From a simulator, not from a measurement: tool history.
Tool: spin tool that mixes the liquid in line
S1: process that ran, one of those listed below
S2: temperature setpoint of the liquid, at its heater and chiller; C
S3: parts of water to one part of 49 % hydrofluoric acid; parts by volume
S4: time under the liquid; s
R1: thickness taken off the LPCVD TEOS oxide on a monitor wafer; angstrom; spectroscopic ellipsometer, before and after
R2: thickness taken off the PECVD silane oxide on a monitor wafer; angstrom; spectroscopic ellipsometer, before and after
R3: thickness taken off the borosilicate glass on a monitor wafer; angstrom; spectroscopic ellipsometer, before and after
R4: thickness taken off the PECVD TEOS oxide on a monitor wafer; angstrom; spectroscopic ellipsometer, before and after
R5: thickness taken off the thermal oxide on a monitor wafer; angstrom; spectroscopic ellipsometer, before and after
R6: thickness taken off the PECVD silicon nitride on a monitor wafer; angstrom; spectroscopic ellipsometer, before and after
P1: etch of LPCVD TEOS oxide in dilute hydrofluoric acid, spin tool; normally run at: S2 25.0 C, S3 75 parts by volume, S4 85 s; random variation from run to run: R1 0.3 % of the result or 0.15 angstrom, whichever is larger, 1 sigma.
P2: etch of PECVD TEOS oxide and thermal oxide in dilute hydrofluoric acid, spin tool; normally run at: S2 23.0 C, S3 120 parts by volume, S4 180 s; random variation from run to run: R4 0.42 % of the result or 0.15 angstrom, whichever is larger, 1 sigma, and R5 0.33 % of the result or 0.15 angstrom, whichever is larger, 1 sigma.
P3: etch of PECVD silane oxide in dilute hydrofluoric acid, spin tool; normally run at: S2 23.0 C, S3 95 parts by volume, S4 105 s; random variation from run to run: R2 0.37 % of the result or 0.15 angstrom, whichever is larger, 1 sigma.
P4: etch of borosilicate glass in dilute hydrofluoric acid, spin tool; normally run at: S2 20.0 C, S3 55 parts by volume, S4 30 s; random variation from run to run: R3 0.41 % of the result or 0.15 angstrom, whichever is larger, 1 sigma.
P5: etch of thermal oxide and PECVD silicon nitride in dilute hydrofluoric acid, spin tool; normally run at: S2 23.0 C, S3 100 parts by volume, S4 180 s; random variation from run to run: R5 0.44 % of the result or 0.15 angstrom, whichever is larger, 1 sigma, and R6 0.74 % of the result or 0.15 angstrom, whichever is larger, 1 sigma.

run   hour  S1    S2   S3   S4      R1       R2       R3      R4       R5      R6
  1   12.8  P1  25.0   75   85  204.62
  2   20.0  P3  23.0   95  105          208.860
  3   32.8  P3  23.0   95   50           98.809
  4   40.0  P1  25.0   75  130  310.60
  5   53.3  P4  26.0   55   30                   130.480
  6   65.7  P3  23.0   95  105          208.120
  7   73.9  P2  23.0   65  180                            349.41  131.840
  8   82.7  P3  23.0  165  105          111.560
  9   90.3  P2  29.5  120  180                            228.19   85.951
 10  102.3  P1  25.0  110   85  133.33
 11  112.9  P5  18.0  100  180                                     64.419  20.629
 12  119.7  P1  21.5   75  150  313.32
     129.2  -- thermometer replaced
 13  130.0  P2  23.0  120  270                            268.71  100.290
 14  139.5  P4  20.0   55   50                   170.800
 15  154.4  P4  20.0   55   30                   101.990
 16  168.4  P1  25.0   75   85  204.94
 17  180.8  P2  23.0  120  180                            178.36   67.062
 18  190.7  P1  25.0   75   85  204.76
 19  197.2  P5  23.0   40  180                                    213.320  70.550
 20  209.9  P3  28.0   95  105          254.730
 21  220.1  P1  25.0   30   85  542.91
 22  232.4  P1  30.0   75   85  249.39
 23  245.8  P4  20.0   95   30                    56.407
 24  260.6  P1  25.0   75   85  203.74
 25  269.1  P1  20.0   75   85  166.86
 26  283.1  P1  25.0   75   45  108.24
 27  292.7  P4  20.0   55   30                   102.260
 28  302.0  P5  23.0  100  325                                    142.280  52.136
 29  316.2  P5  23.0  100  180                                     79.446  28.726
 30  324.9  P1  25.0   75   85  204.84
 31  332.4  P1  25.0   75   85  200.17
 32  347.3  P1  25.0   75   85  193.92
 33  357.8  P1  25.0   75   85  193.16
 34  367.3  P1  25.0   75   85  191.13
 35  380.1  P1  25.0   75   85  191.13
 36  390.4  P1  25.0   75   85  191.52
 37  398.8  P1  25.0   75   85  190.36

What P1 gives has crept away from where it was. These 2 causes fit the log equally well, each at the size given:
A: hydrofluoric acid flow below the setpoint (%) = 6.27
B: liquid colder than its thermometer reads (K) = 1.77
The creep began at about hour 324.9.

4 check runs are offered, each on 2 wafers whose results are averaged, their results left as question marks. Which one tells the causes apart?
check 1  407.2  P2  23.0  120  180               ?   ?
check 2  407.2  P3  23.0   95  105       ?
check 3  407.2  P5  23.0  100  180                   ?   ?
check 4  407.2  P4  20.0   55   30           ?

What each check would give under each cause:
  check  result     if A     if B
check 1      R4   165.03   165.64
check 1      R5   62.028   62.258
check 2      R2  194.240  194.390
check 3      R5   74.028   74.133
check 3      R6   27.009   25.571
check 4      R3   95.166   94.568
How far apart the two closest causes lie, in the result that separates them most: check 1 0.37 %; check 2 0.08 %; check 3 5.47 %; check 4 0.63 %
Only check 3 tells the causes apart: in the others they would give nearly the same result.

Then check 3 was run and gave: R5 74.017 angstrom; R6 25.596 angstrom. Which cause is it?

It is B: liquid colder than its thermometer reads (K).
